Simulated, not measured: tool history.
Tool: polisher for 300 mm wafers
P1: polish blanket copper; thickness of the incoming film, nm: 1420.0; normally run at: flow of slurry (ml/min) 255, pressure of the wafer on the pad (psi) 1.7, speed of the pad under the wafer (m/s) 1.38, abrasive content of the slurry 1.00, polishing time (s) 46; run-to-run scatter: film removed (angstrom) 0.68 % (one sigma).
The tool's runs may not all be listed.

run	hour	flow of slurry (ml/min)	pressure of the wafer on the pad (psi)	speed of the pad under the wafer (m/s)	abrasive content of the slurry	polishing time (s)	wafers polished on this pad	hours since the slurry nozzle was cleaned	hours since the head pressure was calibrated	hours since the slurry blender was calibrated	film removed (angstrom)
1	6.0	255	1.7	1.38	1.00	46	583	72.7	510.4	80.4	1096.90
2	18.2	255	1.7	0.96	1.00	46	691	84.9	522.6	92.6	759.54
3	27.2	255	1.7	1.38	1.30	46	770	93.9	531.6	101.6	1169.00
4	34.0	255	0.9	1.38	1.00	46	831	100.7	538.4	108.4	581.69
5	43.4	255	2.5	1.38	1.00	46	914	110.1	547.8	117.8	1607.40
6	54.4	255	1.7	1.38	1.00	46	1011	121.1	558.8	128.8	1094.50
7	62.9	255	1.7	2.02	1.00	46	1087	129.6	567.3	137.3	1620.80
# hour 68.2: worn pad replaced by a new one
8	68.3	375	1.7	1.38	1.00	46	0	135.0	572.7	142.7	1137.80
9	78.3	255	1.7	1.38	0.75	46	89	145.0	582.7	152.7	1036.70
10	85.3	255	1.7	1.38	1.00	34	151	152.0	589.7	159.7	814.22
11	93.1	255	1.0	2.10	1.00	46	220	159.8	597.5	167.5	974.23
12	101.6	155	1.7	1.38	1.00	46	295	168.3	606.0	176.0	1026.90
13	114.0	255	1.7	1.38	1.00	61	405	180.7	618.4	188.4	1435.10
14	120.5	255	1.7	1.38	1.00	46	463	187.2	624.9	194.9	1085.90
15	131.5	255	1.7	1.38	1.00	46	560	198.2	635.9	205.9	1078.10
16	140.1	255	1.7	1.38	1.00	46	636	206.8	644.5	214.5	1083.00
17	146.8	255	1.7	1.38	1.00	46	696	213.5	651.2	221.2	1090.40

Run 18 comes next. What will it give?
18	152.6	255	1.7	1.38	1.00	46	747	219.3	657.0	227.0	?

Run 18 gave film removed (angstrom) 1075.90.

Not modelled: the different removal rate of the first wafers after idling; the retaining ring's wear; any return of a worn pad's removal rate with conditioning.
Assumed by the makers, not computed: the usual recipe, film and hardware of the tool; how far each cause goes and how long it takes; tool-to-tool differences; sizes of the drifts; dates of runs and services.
